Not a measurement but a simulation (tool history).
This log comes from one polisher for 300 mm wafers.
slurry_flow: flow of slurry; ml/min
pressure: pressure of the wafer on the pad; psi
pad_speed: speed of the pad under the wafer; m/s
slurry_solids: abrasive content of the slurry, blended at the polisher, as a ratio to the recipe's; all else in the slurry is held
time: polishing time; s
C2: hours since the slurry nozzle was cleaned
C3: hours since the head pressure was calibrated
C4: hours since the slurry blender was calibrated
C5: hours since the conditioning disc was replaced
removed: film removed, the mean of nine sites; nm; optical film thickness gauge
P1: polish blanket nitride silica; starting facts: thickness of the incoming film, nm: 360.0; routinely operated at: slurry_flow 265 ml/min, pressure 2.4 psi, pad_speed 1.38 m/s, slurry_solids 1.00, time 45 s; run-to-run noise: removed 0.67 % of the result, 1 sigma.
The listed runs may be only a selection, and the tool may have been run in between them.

run 1 hour=17.7 | slurry_flow=265 pressure=2.4 pad_speed=1.38 slurry_solids=1.00 time=45 | wafers_polished_on_this_pad=606 C2=170.9 C3=399.9 C4=208.1 C5=51.6 | removed=24.432
run 2 hour=28.2 | slurry_flow=265 pressure=2.4 pad_speed=1.38 slurry_solids=1.00 time=45 | wafers_polished_on_this_pad=738 C2=181.4 C3=410.4 C4=218.6 C5=62.1 | removed=24.329
run 3 hour=40.3 | slurry_flow=265 pressure=2.4 pad_speed=1.38 slurry_solids=1.00 time=60 | wafers_polished_on_this_pad=891 C2=193.5 C3=422.5 C4=230.7 C5=74.2 | removed=32.432
run 4 hour=58.2 | slurry_flow=265 pressure=1.4 pad_speed=1.38 slurry_solids=1.00 time=45 | wafers_polished_on_this_pad=1117 C2=211.4 C3=440.4 C4=248.6 C5=92.1 | removed=13.877
run 5 hour=68.3 | slurry_flow=265 pressure=2.4 pad_speed=1.38 slurry_solids=1.45 time=45 | wafers_polished_on_this_pad=1244 C2=221.5 C3=450.5 C4=258.7 C5=102.2 | removed=28.233
run 6 hour=85.4 | slurry_flow=265 pressure=2.4 pad_speed=1.38 slurry_solids=1.00 time=45 | wafers_polished_on_this_pad=1460 C2=238.6 C3=467.6 C4=275.8 C5=119.3 | removed=24.223
run 7 hour=95.2 | slurry_flow=195 pressure=2.4 pad_speed=1.38 slurry_solids=1.00 time=45 | wafers_polished_on_this_pad=1583 C2=248.4 C3=477.4 C4=285.6 C5=129.1 | removed=23.157
run 8 hour=105.5 | slurry_flow=265 pressure=2.4 pad_speed=0.70 slurry_solids=1.00 time=45 | wafers_polished_on_this_pad=1713 C2=258.7 C3=487.7 C4=295.9 C5=139.4 | removed=14.231
run 9 hour=120.4 | slurry_flow=265 pressure=2.4 pad_speed=1.38 slurry_solids=1.00 time=45 | wafers_polished_on_this_pad=1901 C2=273.6 C3=502.6 C4=310.8 C5=154.3 | removed=24.004
-- hour=122.1 slurry nozzle cleaned
run 10 hour=132.9 | slurry_flow=265 pressure=3.4 pad_speed=1.38 slurry_solids=1.00 time=45 | wafers_polished_on_this_pad=2059 C2=10.9 C3=515.1 C4=323.3 C5=166.8 | removed=34.625
run 11 hour=149.5 | slurry_flow=265 pressure=2.4 pad_speed=1.96 slurry_solids=1.00 time=45 | wafers_polished_on_this_pad=2268 C2=27.5 C3=531.7 C4=339.9 C5=183.4 | removed=31.618
run 12 hour=160.0 | slurry_flow=265 pressure=2.4 pad_speed=1.38 slurry_solids=1.00 time=45 | wafers_polished_on_this_pad=2400 C2=38.0 C3=542.2 C4=350.4 C5=193.9 | removed=24.205
run 13 hour=177.2 | slurry_flow=265 pressure=2.4 pad_speed=1.38 slurry_solids=0.50 time=45 | wafers_polished_on_this_pad=2617 C2=55.2 C3=559.4 C4=367.6 C5=211.1 | removed=16.418
run 14 hour=192.5 | slurry_flow=405 pressure=2.4 pad_speed=1.38 slurry_solids=1.00 time=45 | wafers_polished_on_this_pad=2810 C2=70.5 C3=574.7 C4=382.9 C5=226.4 | removed=25.050
run 15 hour=202.2 | slurry_flow=265 pressure=2.4 pad_speed=1.38 slurry_solids=1.00 time=27 | wafers_polished_on_this_pad=2933 C2=80.2 C3=584.4 C4=392.6 C5=236.1 | removed=14.483
run 16 hour=214.4 | slurry_flow=265 pressure=2.4 pad_speed=1.38 slurry_solids=1.00 time=45 | wafers_polished_on_this_pad=3086 C2=92.4 C3=596.6 C4=404.8 C5=248.3 | removed=24.161
run 17 hour=228.7 | slurry_flow=265 pressure=3.1 pad_speed=0.66 slurry_solids=1.00 time=45 | wafers_polished_on_this_pad=3267 C2=106.7 C3=610.9 C4=419.1 C5=262.6 | removed=17.177
run 18 hour=244.7 | slurry_flow=265 pressure=2.4 pad_speed=1.38 slurry_solids=1.00 time=45 | wafers_polished_on_this_pad=3468 C2=122.7 C3=626.9 C4=435.1 C5=278.6 | removed=24.567
run 19 hour=260.1 | slurry_flow=265 pressure=2.4 pad_speed=1.38 slurry_solids=1.00 time=45 | wafers_polished_on_this_pad=3663 C2=138.1 C3=642.3 C4=450.5 C5=294.0 | removed=23.517
run 20 hour=270.1 | slurry_flow=265 pressure=2.4 pad_speed=1.38 slurry_solids=1.00 time=45 | wafers_polished_on_this_pad=3789 C2=148.1 C3=652.3 C4=460.5 C5=304.0 | removed=22.947
run 21 hour=287.2 | slurry_flow=265 pressure=2.4 pad_speed=1.38 slurry_solids=1.00 time=45 | wafers_polished_on_this_pad=4004 C2=165.2 C3=669.4 C4=477.6 C5=321.1 | removed=22.431
run 22 hour=296.4 | slurry_flow=265 pressure=2.4 pad_speed=1.38 slurry_solids=1.00 time=45 | wafers_polished_on_this_pad=4120 C2=174.4 C3=678.6 C4=486.8 C5=330.3 | removed=22.434
-- hour=301.4 slurry nozzle cleaned
run 23 hour=305.6 | slurry_flow=265 pressure=2.4 pad_speed=1.38 slurry_solids=1.00 time=45 | wafers_polished_on_this_pad=4236 C2=4.2 C3=687.8 C4=496.0 C5=339.5 | removed=22.208
-- hour=306.4 conditioning disc replaced and pad reconditioned
-- hour=316.7 worn pad replaced by a new one
run 24 hour=318.0 | slurry_flow=265 pressure=2.4 pad_speed=1.38 slurry_solids=1.00 time=45 | wafers_polished_on_this_pad=17 C2=16.6 C3=700.2 C4=508.4 C5=11.6 | removed=21.715
run 25 hour=334.6 | slurry_flow=265 pressure=2.4 pad_speed=1.38 slurry_solids=1.00 time=45 | wafers_polished_on_this_pad=226 C2=33.2 C3=716.8 C4=525.0 C5=28.2 | removed=22.271
run 26 hour=345.4 | slurry_flow=265 pressure=2.4 pad_speed=1.38 slurry_solids=1.00 time=45 | wafers_polished_on_this_pad=362 C2=44.0 C3=727.6 C4=535.8 C5=39.0 | removed=22.010
run 27 hour=354.1 | slurry_flow=265 pressure=2.4 pad_speed=1.38 slurry_solids=1.00 time=45 | wafers_polished_on_this_pad=472 C2=52.7 C3=736.3 C4=544.5 C5=47.7 | removed=21.855

Run 28 is up next; what results do you expect?
run 28 hour=367.8 | slurry_flow=265 pressure=2.4 pad_speed=1.38 slurry_solids=1.00 time=45 | wafers_polished_on_this_pad=644 C2=66.4 C3=750.0 C4=558.2 C5=61.4 | removed=?

{"run 28": {"removed": 21.705}}
